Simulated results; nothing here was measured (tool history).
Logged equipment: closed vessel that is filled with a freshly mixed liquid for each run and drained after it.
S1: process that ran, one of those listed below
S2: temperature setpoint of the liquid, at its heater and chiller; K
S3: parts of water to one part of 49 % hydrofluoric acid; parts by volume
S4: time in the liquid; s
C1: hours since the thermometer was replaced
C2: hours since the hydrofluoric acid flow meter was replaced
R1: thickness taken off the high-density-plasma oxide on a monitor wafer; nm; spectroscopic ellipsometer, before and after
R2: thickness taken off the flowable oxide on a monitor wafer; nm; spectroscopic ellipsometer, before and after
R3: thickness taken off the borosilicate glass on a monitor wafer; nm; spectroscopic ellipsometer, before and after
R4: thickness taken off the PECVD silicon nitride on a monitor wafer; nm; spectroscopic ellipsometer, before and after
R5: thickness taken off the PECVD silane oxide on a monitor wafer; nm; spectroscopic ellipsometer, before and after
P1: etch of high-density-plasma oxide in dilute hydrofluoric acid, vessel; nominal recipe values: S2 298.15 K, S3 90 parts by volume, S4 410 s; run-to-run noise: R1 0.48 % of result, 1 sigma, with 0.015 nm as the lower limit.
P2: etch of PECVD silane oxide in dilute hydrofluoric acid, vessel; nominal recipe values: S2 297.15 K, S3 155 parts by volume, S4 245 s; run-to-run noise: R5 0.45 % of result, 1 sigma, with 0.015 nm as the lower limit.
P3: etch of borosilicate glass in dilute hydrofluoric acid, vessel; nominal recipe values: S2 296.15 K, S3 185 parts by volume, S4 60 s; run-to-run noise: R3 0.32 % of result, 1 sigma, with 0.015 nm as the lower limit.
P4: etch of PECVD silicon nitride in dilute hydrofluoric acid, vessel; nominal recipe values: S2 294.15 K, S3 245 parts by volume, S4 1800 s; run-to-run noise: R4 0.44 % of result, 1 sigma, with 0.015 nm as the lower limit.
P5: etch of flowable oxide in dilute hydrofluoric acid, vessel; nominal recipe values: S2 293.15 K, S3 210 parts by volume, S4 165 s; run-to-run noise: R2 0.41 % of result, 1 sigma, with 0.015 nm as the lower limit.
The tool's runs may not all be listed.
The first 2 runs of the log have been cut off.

Run 3, day 1.175: S1 P1, S2 298.15 K, S3 90 parts by volume, S4 130 s; C1 355.7; C2 1050.6. Result: R1 12.87 nm.
Run 4, day 1.708: S1 P3, S2 290.15 K, S3 185 parts by volume, S4 60 s; C1 368.5; C2 1063.4. Result: R3 11.902 nm.
Run 5, day 2.2: S1 P1, S2 298.15 K, S3 90 parts by volume, S4 410 s; C1 380.3; C2 1075.2. Result: R1 40.387 nm.
Run 6, day 2.55: S1 P5, S2 293.15 K, S3 210 parts by volume, S4 165 s; C1 388.7; C2 1083.6. Result: R2 23.126 nm.
Run 7, day 3.05: S1 P3, S2 296.15 K, S3 185 parts by volume, S4 115 s; C1 400.7; C2 1095.6. Result: R3 28.81 nm.
Run 8, day 3.504: S1 P4, S2 294.15 K, S3 45 parts by volume, S4 1800 s; C1 411.6; C2 1106.5. Result: R4 179.89 nm.
Run 9, day 3.838: S1 P1, S2 298.15 K, S3 90 parts by volume, S4 410 s; C1 419.6; C2 1114.5. Result: R1 40.671 nm.
Run 10, day 4.2: S1 P5, S2 301.15 K, S3 210 parts by volume, S4 165 s; C1 428.3; C2 1123.2. Result: R2 31.062 nm.
Run 11, day 4.654: S1 P1, S2 305.15 K, S3 90 parts by volume, S4 410 s; C1 439.2; C2 1134.1. Result: R1 53.629 nm.
Run 12, day 5.021: S1 P2, S2 297.15 K, S3 75 parts by volume, S4 245 s; C1 448; C2 1142.9. Result: R5 104.47 nm.
Run 13, day 5.417: S1 P2, S2 297.15 K, S3 155 parts by volume, S4 245 s; C1 457.5; C2 1152.4. Result: R5 45.834 nm.
Run 14, day 5.875: S1 P1, S2 298.15 K, S3 150 parts by volume, S4 410 s; C1 468.5; C2 1163.4. Result: R1 22.594 nm.
Run 15, day 6.196: S1 P4, S2 294.15 K, S3 245 parts by volume, S4 1800 s; C1 476.2; C2 1171.1. Result: R4 34.418 nm.
Run 16, day 6.533: S1 P2, S2 291.65 K, S3 155 parts by volume, S4 245 s; C1 484.3; C2 1179.2. Result: R5 36.928 nm.
Run 17, day 6.95: S1 P1, S2 298.15 K, S3 90 parts by volume, S4 410 s; C1 494.3; C2 1189.2. Result: R1 41.004 nm.
Run 18, day 7.45: S1 P4, S2 294.15 K, S3 245 parts by volume, S4 620 s; C1 506.3; C2 1201.2. Result: R4 11.913 nm.
Run 19, day 7.917: S1 P1, S2 294.65 K, S3 90 parts by volume, S4 705 s; C1 517.5; C2 1212.4. Result: R1 61.066 nm.
Run 20, day 8.288: S1 P4, S2 290.15 K, S3 245 parts by volume, S4 1800 s; C1 526.4; C2 1221.3. Result: R4 26.351 nm.
Run 21, day 8.671: S1 P1, S2 298.15 K, S3 20 parts by volume, S4 110 s; C1 535.6; C2 1230.5. Result: R1 54.202 nm.
Run 22, day 9.204: S1 P3, S2 296.15 K, S3 185 parts by volume, S4 60 s; C1 548.4; C2 1243.3. Result: R3 15.02 nm.
Run 23, day 9.5: S1 P1, S2 298.15 K, S3 90 parts by volume, S4 745 s; C1 555.5; C2 1250.4. Result: R1 74.434 nm.
Run 24, day 9.917: S1 P3, S2 296.15 K, S3 185 parts by volume, S4 60 s; C1 565.5; C2 1260.4. Result: R3 14.928 nm.
Run 25, day 10.196: S1 P1, S2 298.15 K, S3 125 parts by volume, S4 75 s; C1 572.2; C2 1267.1. Result: R1 5.1342 nm.
Run 26, day 10.604: S1 P1, S2 298.15 K, S3 35 parts by volume, S4 410 s; C1 582; C2 1276.9. Result: R1 112.75 nm.
Run 27, day 10.879: S1 P3, S2 296.15 K, S3 85 parts by volume, S4 60 s; C1 588.6; C2 1283.5. Result: R3 36.512 nm.

Run 28, settings as shown, results not yet in. Your forecast:
Run 28, day 11.179: S1 P5, S2 293.15 K, S3 210 parts by volume, S4 165 s; C1 595.8; C2 1290.7. Result: R2 ?.

R2: 23.189 nm
